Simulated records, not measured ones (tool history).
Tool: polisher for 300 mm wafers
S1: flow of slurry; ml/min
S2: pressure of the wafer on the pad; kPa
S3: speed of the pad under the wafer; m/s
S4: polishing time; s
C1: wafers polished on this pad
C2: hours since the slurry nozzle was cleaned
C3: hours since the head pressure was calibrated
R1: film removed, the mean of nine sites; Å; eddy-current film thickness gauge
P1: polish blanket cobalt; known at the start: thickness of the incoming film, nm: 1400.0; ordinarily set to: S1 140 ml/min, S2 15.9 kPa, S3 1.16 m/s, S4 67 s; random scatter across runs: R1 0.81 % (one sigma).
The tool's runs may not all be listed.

run 1 hour=15.3 | S1=140 S2=15.9 S3=1.16 S4=67 | C1=926 C2=291.2 C3=203.3 | R1=4087.20
run 2 hour=27.2 | S1=140 S2=15.9 S3=1.16 S4=67 | C1=1096 C2=303.1 C3=215.2 | R1=4026.30
run 3 hour=39.6 | S1=140 S2=15.9 S3=1.16 S4=31 | C1=1273 C2=315.5 C3=227.6 | R1=1879.50
run 4 hour=51.8 | S1=85 S2=15.9 S3=1.16 S4=67 | C1=1446 C2=327.7 C3=239.8 | R1=3572.50
run 5 hour=65.5 | S1=140 S2=15.9 S3=0.56 S4=67 | C1=1641 C2=341.4 C3=253.5 | R1=1967.40
-- hour=75.5 slurry nozzle cleaned
run 6 hour=77.4 | S1=140 S2=8.3 S3=0.54 S4=67 | C1=1811 C2=1.9 C3=265.4 | R1=992.45
run 7 hour=89.2 | S1=140 S2=15.9 S3=1.16 S4=98 | C1=1979 C2=13.7 C3=277.2 | R1=5972.00
run 8 hour=104.2 | S1=140 S2=23.4 S3=1.52 S4=67 | C1=2193 C2=28.7 C3=292.2 | R1=7890.00
run 9 hour=116.7 | S1=140 S2=15.9 S3=1.16 S4=67 | C1=2371 C2=41.2 C3=304.7 | R1=4032.00
run 10 hour=124.2 | S1=140 S2=15.9 S3=1.78 S4=67 | C1=2477 C2=48.7 C3=312.2 | R1=6211.20
run 11 hour=134.1 | S1=140 S2=7.6 S3=1.16 S4=67 | C1=2618 C2=58.6 C3=322.1 | R1=1955.40
run 12 hour=148.3 | S1=140 S2=22.8 S3=1.16 S4=67 | C1=2821 C2=72.8 C3=336.3 | R1=5833.60
run 13 hour=156.0 | S1=195 S2=15.9 S3=1.16 S4=67 | C1=2930 C2=80.5 C3=344.0 | R1=4335.90
run 14 hour=165.3 | S1=140 S2=15.9 S3=1.16 S4=67 | C1=3063 C2=89.8 C3=353.3 | R1=4107.60
run 15 hour=174.6 | S1=140 S2=15.9 S3=1.16 S4=67 | C1=3195 C2=99.1 C3=362.6 | R1=4073.50
run 16 hour=183.6 | S1=140 S2=15.9 S3=1.16 S4=67 | C1=3323 C2=108.1 C3=371.6 | R1=4019.00
run 17 hour=198.0 | S1=140 S2=15.9 S3=1.16 S4=67 | C1=3528 C2=122.5 C3=386.0 | R1=3833.60
run 18 hour=213.5 | S1=140 S2=15.9 S3=1.16 S4=67 | C1=3749 C2=138.0 C3=401.5 | R1=3725.30
run 19 hour=226.4 | S1=140 S2=15.9 S3=1.16 S4=67 | C1=3933 C2=150.9 C3=414.4 | R1=3697.20
run 20 hour=237.4 | S1=140 S2=15.9 S3=1.16 S4=67 | C1=4089 C2=161.9 C3=425.4 | R1=3740.40
-- hour=245.6 worn pad replaced by a new one
run 21 hour=253.6 | S1=140 S2=15.9 S3=1.16 S4=67 | C1=115 C2=178.1 C3=441.6 | R1=3673.60
run 22 hour=263.8 | S1=140 S2=15.9 S3=1.16 S4=67 | C1=260 C2=188.3 C3=451.8 | R1=3676.00
run 23 hour=270.8 | S1=140 S2=15.9 S3=1.16 S4=67 | C1=359 C2=195.3 C3=458.8 | R1=3668.70

The log shows P1 creeping away from where it was. Any of the 2 causes listed here, at the size stated for it, fits the log just as well as the others:
A: head's pressure below its setpoint, % = 9.5
B: slurry flow missing at the pad, % = 35.5
The drift started at roughly hour 174.6.
Ruled out, with reasons:
removal rate lost through wear of the pad, %: serviced at hour 245.6, which brought nothing back

Of the 4 check runs below, each run on 2 wafers with the results averaged and each result still a question mark, which one would tell the listed causes apart?
run check 1 hour=277.8 | S1=140 S2=9.0 S3=0.58 S4=67 | R1=?
run check 2 hour=277.8 | S1=140 S2=15.9 S3=1.64 S4=67 | R1=?
run check 3 hour=277.8 | S1=85 S2=9.0 S3=1.16 S4=67 | R1=?
run check 4 hour=277.8 | S1=140 S2=22.8 S3=1.16 S4=32 | R1=?

Check results expected under each cause:
check=check_1 result=R1 if_A=1040.10 if_B=1040.30
check=check_2 result=R1 if_A=5203.20 if_B=5204.50
check=check_3 result=R1 if_A=1851.20 if_B=1755.40
check=check_4 result=R1 if_A=2522.00 if_B=2522.60
Distance between the nearest two causes, measured in the result of the check that separates them most: check 1 0.02 %; check 2 0.02 %; check 3 5.32 %; check 4 0.02 %
The causes can be told apart only by check 3. The other checks would give nearly the same results under each of them.

Check 3 has now been run. It gave: R1 1842.70 Å. Which of the candidate causes is it?

The correct cause is A, namely: head's pressure below its setpoint, %.
